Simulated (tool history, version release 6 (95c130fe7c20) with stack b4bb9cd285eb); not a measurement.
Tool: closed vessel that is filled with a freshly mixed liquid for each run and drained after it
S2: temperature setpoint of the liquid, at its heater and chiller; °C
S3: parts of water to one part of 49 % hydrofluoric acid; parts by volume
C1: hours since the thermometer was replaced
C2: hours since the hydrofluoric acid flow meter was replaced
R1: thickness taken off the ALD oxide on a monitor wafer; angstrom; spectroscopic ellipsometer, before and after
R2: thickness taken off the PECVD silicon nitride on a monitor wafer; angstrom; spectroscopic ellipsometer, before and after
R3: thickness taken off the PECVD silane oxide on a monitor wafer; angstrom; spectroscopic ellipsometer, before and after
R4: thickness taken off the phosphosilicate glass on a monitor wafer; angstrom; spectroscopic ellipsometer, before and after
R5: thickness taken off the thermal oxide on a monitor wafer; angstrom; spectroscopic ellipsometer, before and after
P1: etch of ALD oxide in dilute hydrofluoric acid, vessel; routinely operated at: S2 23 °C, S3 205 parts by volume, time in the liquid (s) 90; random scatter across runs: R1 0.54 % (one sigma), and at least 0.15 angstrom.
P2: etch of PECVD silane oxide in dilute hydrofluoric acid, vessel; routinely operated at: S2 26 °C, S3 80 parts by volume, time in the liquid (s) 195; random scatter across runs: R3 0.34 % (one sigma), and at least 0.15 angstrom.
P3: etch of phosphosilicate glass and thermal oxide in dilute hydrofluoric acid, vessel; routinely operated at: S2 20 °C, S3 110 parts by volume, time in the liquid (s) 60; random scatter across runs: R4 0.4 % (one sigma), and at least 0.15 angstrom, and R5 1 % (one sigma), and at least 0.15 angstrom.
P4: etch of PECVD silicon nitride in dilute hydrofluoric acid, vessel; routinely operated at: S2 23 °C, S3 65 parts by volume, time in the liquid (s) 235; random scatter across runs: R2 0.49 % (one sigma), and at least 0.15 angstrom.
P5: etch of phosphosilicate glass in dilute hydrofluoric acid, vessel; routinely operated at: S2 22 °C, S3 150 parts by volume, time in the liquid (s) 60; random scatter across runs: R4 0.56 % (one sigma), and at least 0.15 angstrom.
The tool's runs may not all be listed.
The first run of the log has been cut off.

run 2 hour=10 | process_that_ran=P1 S2=23 S3=205 time_in_the_liquid_(s)=30 | C1=1241.6 C2=1017 | R1=25.92
run 3 hour=15.4 | process_that_ran=P1 S2=23 S3=205 time_in_the_liquid_(s)=90 | C1=1247 C2=1022.4 | R1=77.09
run 4 hour=22.7 | process_that_ran=P4 S2=23 S3=25 time_in_the_liquid_(s)=235 | C1=1254.3 C2=1029.7 | R2=297.06
run 5 hour=26.2 | process_that_ran=P1 S2=17 S3=205 time_in_the_liquid_(s)=90 | C1=1257.8 C2=1033.2 | R1=61.382
run 6 hour=31 | process_that_ran=P4 S2=17 S3=65 time_in_the_liquid_(s)=235 | C1=1262.6 C2=1038 | R2=77.164
run 7 hour=36.8 | process_that_ran=P2 S2=26 S3=80 time_in_the_liquid_(s)=195 | C1=1268.4 C2=1043.8 | R3=408.41
run 8 hour=42.4 | process_that_ran=P3 S2=26 S3=110 time_in_the_liquid_(s)=60 | C1=1274 C2=1049.4 | R4=480.83 R5=28.534
run 9 hour=49.9 | process_that_ran=P2 S2=30.5 S3=80 time_in_the_liquid_(s)=195 | C1=1281.5 C2=1056.9 | R3=489.76
run 10 hour=57.3 | process_that_ran=P2 S2=26 S3=80 time_in_the_liquid_(s)=385 | C1=1288.9 C2=1064.3 | R3=807.43
run 11 hour=63.2 | process_that_ran=P3 S2=20 S3=35 time_in_the_liquid_(s)=60 | C1=1294.8 C2=1070.2 | R4=1299.8 R5=75.833
run 12 hour=70.2 | process_that_ran=P1 S2=23 S3=75 time_in_the_liquid_(s)=90 | C1=1301.8 C2=1077.2 | R1=244.36
run 13 hour=75.2 | process_that_ran=P5 S2=22 S3=150 time_in_the_liquid_(s)=30 | C1=1306.8 C2=1082.2 | R4=183.81
run 14 hour=81.3 | process_that_ran=P3 S2=20 S3=110 time_in_the_liquid_(s)=30 | C1=1312.9 C2=1088.3 | R4=190.59 R5=10.952
run 15 hour=85.3 | process_that_ran=P1 S2=23 S3=205 time_in_the_liquid_(s)=135 | C1=1316.9 C2=1092.3 | R1=115.43
run 16 hour=89 | process_that_ran=P1 S2=30.5 S3=205 time_in_the_liquid_(s)=90 | C1=1320.6 C2=1096 | R1=100.7
run 17 hour=93.6 | process_that_ran=P1 S2=23 S3=315 time_in_the_liquid_(s)=90 | C1=1325.2 C2=1100.6 | R1=44.954
run 18 hour=100.4 | process_that_ran=P5 S2=22 S3=150 time_in_the_liquid_(s)=60 | C1=1332 C2=1107.4 | R4=367.2
run 19 hour=105.7 | process_that_ran=P4 S2=23 S3=65 time_in_the_liquid_(s)=445 | C1=1337.3 C2=1112.7 | R2=219.39
run 20 hour=112.5 | process_that_ran=P5 S2=17 S3=150 time_in_the_liquid_(s)=60 | C1=1344.1 C2=1119.5 | R4=299.06
run 21 hour=120 | process_that_ran=P1 S2=23 S3=205 time_in_the_liquid_(s)=90 | C1=1351.6 C2=1127 | R1=77.177
run 22 hour=123.5 | process_that_ran=P2 S2=26 S3=120 time_in_the_liquid_(s)=195 | C1=1355.1 C2=1130.5 | R3=259.16
run 23 hour=127.7 | process_that_ran=P1 S2=26.5 S3=115 time_in_the_liquid_(s)=90 | C1=1359.3 C2=1134.7 | R1=172.68

Expected results for the next run?
run 24 hour=134.8 | process_that_ran=P3 S2=20 S3=110 time_in_the_liquid_(s)=60 | C1=1366.4 C2=1141.8 | R4=? R5=?

{"run 24": {"R4": 379.68, "R5": 21.478}}
